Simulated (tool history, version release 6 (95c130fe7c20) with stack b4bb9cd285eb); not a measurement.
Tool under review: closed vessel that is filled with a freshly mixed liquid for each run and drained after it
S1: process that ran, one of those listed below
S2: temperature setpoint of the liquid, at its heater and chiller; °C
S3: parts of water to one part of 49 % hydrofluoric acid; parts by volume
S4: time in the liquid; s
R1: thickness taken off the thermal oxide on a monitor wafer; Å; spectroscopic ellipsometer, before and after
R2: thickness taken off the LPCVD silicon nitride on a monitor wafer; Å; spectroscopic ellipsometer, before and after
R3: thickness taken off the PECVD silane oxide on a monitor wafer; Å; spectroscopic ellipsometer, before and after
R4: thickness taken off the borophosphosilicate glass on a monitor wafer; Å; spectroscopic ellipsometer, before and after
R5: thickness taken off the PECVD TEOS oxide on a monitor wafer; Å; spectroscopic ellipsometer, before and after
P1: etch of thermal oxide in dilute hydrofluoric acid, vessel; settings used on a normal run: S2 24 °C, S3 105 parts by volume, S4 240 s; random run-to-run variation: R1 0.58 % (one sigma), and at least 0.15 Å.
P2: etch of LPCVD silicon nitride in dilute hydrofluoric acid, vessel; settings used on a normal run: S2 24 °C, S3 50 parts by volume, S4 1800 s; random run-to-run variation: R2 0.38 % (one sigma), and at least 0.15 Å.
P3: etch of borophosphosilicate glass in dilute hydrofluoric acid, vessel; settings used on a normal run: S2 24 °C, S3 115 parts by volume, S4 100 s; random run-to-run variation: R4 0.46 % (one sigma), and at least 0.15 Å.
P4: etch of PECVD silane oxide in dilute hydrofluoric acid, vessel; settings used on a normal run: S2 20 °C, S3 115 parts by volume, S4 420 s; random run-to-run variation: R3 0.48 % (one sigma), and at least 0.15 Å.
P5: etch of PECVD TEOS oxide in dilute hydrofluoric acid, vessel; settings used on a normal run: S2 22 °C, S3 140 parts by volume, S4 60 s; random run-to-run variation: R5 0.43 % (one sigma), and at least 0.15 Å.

run  hour  S1    S2   S3    S4      R1      R2      R3      R4      R5
  1   3.3  P1    24  105   240  105.15
  2   7.7  P2  28.5   50  1800          245.02
  3  10.9  P1    24  150    65  18.926
  4  15.3  P2    24   50  1800          180.13
  5  17.8  P4    20   45   420                  1255.4
  6  20.9  P3    24  115   100                          532.22
  7  24.1  P4    20  115   785                  852.64
  8  26.5  P1    24  105   240  104.14
     27.6  -- hydrofluoric acid flow meter replaced
  9    30  P1    18  105   240  82.495
 10  32.2  P4    20  115   420                  450.21
 11  34.7  P1    24  105   405  177.72
 12  38.3  P3    24   35   100                          1928.9
 13  42.6  P5    22  140    90                                  150.19
 14  47.2  P5    22  140    60                                  100.48
 15  51.2  P4    17  115   420                  399.91
 16  55.6  P1    28  105   240  122.36
 17  59.9  P1    24  190   240  52.993
 18  63.3  P1    24  105    75   32.98
 19  67.5  P1    24  105   240  104.78
 20  70.2  P3    24  115    55                          293.63
 21  74.9  P1    24   40   240  297.27
 22  78.7  P2    24   80  1800          114.29
 23  81.5  P3    24  115   100                          531.41
 24  85.3  P5    22  195    60                                  67.825

For run 25, what comes out?
 25  89.1  P1  24  105  240   ?

{"run 25": {"R1": 105.52}}
